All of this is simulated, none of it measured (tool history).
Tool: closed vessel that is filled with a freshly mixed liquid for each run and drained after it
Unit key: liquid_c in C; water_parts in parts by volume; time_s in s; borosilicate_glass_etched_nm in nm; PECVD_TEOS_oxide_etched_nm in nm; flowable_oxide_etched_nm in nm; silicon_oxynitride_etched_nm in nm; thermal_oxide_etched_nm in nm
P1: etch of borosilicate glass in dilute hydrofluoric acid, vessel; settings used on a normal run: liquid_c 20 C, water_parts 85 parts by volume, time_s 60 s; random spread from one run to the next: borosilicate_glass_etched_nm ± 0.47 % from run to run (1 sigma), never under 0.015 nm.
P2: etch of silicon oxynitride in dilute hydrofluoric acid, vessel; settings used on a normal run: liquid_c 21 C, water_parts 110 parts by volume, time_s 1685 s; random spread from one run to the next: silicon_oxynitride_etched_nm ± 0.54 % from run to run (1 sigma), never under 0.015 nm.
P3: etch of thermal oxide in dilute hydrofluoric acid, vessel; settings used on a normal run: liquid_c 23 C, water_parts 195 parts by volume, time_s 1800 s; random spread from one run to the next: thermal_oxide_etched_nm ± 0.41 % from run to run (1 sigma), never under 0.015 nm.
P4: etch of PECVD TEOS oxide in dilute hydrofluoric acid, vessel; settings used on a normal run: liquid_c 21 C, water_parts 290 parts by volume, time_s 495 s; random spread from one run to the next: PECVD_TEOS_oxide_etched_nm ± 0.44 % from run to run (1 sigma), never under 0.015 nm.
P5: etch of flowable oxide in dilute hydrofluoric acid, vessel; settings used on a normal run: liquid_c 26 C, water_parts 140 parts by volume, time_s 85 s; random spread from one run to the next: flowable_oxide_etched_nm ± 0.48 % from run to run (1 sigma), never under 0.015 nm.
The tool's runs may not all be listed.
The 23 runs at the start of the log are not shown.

run    day  process  liquid_c  water_parts  time_s  borosilicate_glass_etched_nm  PECVD_TEOS_oxide_etched_nm  flowable_oxide_etched_nm  silicon_oxynitride_etched_nm  thermal_oxide_etched_nm
 24  7.108       P3        23          195    1800                                                                                                                                     38.889
 25  7.308       P1        20           85     100                         34.32
 26  7.621       P4        21           65     495                                                    202.88
 27  7.983       P1      23.5           85      60                        23.624
 28  8.304       P1        20           85      60                        20.565
 29  8.629       P1        20           85      60                        20.521
 30    8.9       P1        20           85      60                        21.168
 31  9.167       P1        20           85      60                        21.584
 32  9.446       P1        20           85      60                         21.84

The next listed run, before its measurement:
 33  9.804       P1        20           85      60                             ?

For run 33 the tool returned borosilicate_glass_etched_nm 22.264 nm.

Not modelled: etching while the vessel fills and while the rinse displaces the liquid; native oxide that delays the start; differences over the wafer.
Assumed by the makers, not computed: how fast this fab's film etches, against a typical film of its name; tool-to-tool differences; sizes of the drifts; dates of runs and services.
